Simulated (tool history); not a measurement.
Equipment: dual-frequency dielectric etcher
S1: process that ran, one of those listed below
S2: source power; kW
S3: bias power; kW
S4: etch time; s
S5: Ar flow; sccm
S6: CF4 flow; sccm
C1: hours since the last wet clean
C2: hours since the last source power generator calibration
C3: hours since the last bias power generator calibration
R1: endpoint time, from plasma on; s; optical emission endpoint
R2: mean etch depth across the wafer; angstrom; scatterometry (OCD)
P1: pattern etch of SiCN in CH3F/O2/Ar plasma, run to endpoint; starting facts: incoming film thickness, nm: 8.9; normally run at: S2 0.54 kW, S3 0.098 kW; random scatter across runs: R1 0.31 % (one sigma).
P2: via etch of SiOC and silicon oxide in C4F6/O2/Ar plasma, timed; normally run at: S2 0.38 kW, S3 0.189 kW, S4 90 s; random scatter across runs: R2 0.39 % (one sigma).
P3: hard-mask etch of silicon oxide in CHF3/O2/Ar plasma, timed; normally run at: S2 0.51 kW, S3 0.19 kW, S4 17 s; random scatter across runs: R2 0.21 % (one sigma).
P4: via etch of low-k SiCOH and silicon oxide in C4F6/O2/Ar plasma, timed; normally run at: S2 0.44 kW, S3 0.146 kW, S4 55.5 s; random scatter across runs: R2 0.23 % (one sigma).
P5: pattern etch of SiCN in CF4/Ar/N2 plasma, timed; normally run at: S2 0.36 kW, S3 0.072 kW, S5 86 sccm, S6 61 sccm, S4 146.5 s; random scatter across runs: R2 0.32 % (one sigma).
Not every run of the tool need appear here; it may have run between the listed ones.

run     day  S1    S2     S3     S4   S5  S6     C1      C2     C3      R1      R2
  1   0.379  P1  0.54  0.098                   89.3  2866.6  231.5  19.323
  2   0.638  P1  0.45  0.064                   95.5  2872.8  237.7   24.05
  3   1.112  P3  0.51   0.19    9.5           106.9  2884.2  249.1          185.96
  4   1.571  P5  0.36  0.072  146.5   86  61  117.9  2895.2  260.1          1049.2
  5   2.092  P1  0.67  0.098                  130.4  2907.7  272.6  17.781
  6   2.575  P5  0.36  0.044  146.5   86  61    142  2919.3  284.2          886.55
  7   3.054  P4  0.44  0.146   72.5           153.5  2930.8  295.7          1818.2
  8   3.354  P3  0.51   0.19     17           160.7    2938  302.9          333.99
  9   3.862  P5  0.36  0.072  146.5   86  48  172.9  2950.2  315.1          1005.6
 10   4.371  P3  0.51   0.19     17           185.1  2962.4  327.3          332.56
 11   4.817  P3  0.51  0.262     17           195.8  2973.1    338          372.63
 12   5.312  P2  0.25  0.189     90           207.7    2985  349.9          865.81
 13   5.792  P4  0.44  0.202   55.5           219.2  2996.5  361.4          1536.8
 14   6.167  P1  0.54  0.098                  228.2  3005.5  370.4  19.321
 15   6.554  P1  0.54  0.098                  237.5  3014.8  379.7  19.344
 16   6.804  P2  0.38  0.189     90           243.5  3020.8  385.7          1014.2
 17   7.096  P1  0.54  0.098                  250.5  3027.8  392.7  19.395
 18     7.6  P1  0.76  0.126                  262.6  3039.9  404.8  15.585
 19   7.929  P1  0.54  0.131                  270.5  3047.8  412.7  17.328
 20   8.179  P4  0.26  0.146   55.5           276.5  3053.8  418.7          1135.1
 21   8.546  P5  0.48  0.072  146.5   86  61  285.3  3062.6  427.5          1351.1
 22   9.033  P2  0.38  0.189  131.5             297  3074.3  439.2          1490.3
 23   9.288  P5  0.36  0.072  146.5  122  61  303.1  3080.4  445.3           993.4
 24   9.629  P1  0.37  0.133                  311.3  3088.6  453.5   19.63
 25      10  P5  0.36  0.072   87.5   86  61  320.2  3097.5  462.4           628.1
 26  10.308  P2  0.38  0.155     90           327.6  3104.9  469.8          947.11
 27  10.804  P2  0.38  0.189     90           339.5  3116.8  481.7          1020.4
 28  11.242  P1  0.54   0.06                    350  3127.3  492.2  22.882
 29  11.754  P1  0.43  0.098                  362.3  3139.6  504.5  20.992
 30  12.104  P1  0.54  0.098                  370.7    3148  512.9  19.369
 31  12.383  P3  0.33   0.19     17           377.4  3154.7  519.6          280.93
 32  12.783  P4  0.44  0.146   55.5             387  3164.3  529.2            1394
 33  13.025  P1  0.54  0.098                  392.8  3170.1    535  19.351
 34  13.488  P1  0.54  0.098                  403.9  3181.2  546.1  19.463
 35  13.929  P1  0.54  0.098                  414.5  3191.8  556.7  19.648
     14.221  -- wet clean of the chamber
 36  14.358  P1  0.54  0.098                    3.4  3202.1    567  19.608
 37  14.704  P1  0.54  0.098                   11.7  3210.4  575.3  19.498
 38  14.971  P1  0.54  0.098                   18.1  3216.8  581.7  19.708
 39  15.317  P1  0.54  0.098                   26.4  3225.1    590  19.583
 40  15.554  P1  0.54  0.098                   32.1  3230.8  595.7  19.655
 41  16.029  P1  0.54  0.098                   43.5  3242.2  607.1  19.733
 42  16.312  P1  0.54  0.098                   50.3    3249  613.9   19.74

What P1 gives has crept off from where it sat before. The 2 causes that follow fit the log equally well, each at the size noted:
A: bias power that arrives under what is set, % = 4.81
B: source power that arrives under what is set, % = 4.75
The creep began at about day 13.025.
Other possible causes, and why each is ruled out:
chamber walls in a state that lowers the etch rate, %: serviced at day 14.221, which brought nothing back

Below are 4 check runs, each on a single wafer, with their results shown as question marks. Which of them would tell the listed causes apart, meaning the causes would give clearly different results under it?
check 1  16.596  P4  0.37  0.198   55.5                           ?
check 2  16.596  P3  0.51  0.261     10                           ?
check 3  16.596  P2  0.25  0.189  122.5                           ?
check 4  16.596  P5  0.42  0.072     88  86  61                   ?

Predicted outcomes, by check and by cause:
  check  result    if A    if B
check 1      R2  1409.8  1405.7
check 2      R2  215.15  215.08
check 3      R2  1158.9  1156.4
check 4      R2  708.53  690.58
How far apart the two closest causes lie, in the result that separates them most: check 1 0.29 %; check 2 0.03 %; check 3 0.21 %; check 4 2.57 %
Of the check runs offered, only check 4 discriminates between the causes; the rest would read about the same regardless of which cause applies.

Then check 4 was run and gave: R2 687.66 angstrom. Which cause is it?

Of the candidate causes, it is B: source power that arrives under what is set, %.

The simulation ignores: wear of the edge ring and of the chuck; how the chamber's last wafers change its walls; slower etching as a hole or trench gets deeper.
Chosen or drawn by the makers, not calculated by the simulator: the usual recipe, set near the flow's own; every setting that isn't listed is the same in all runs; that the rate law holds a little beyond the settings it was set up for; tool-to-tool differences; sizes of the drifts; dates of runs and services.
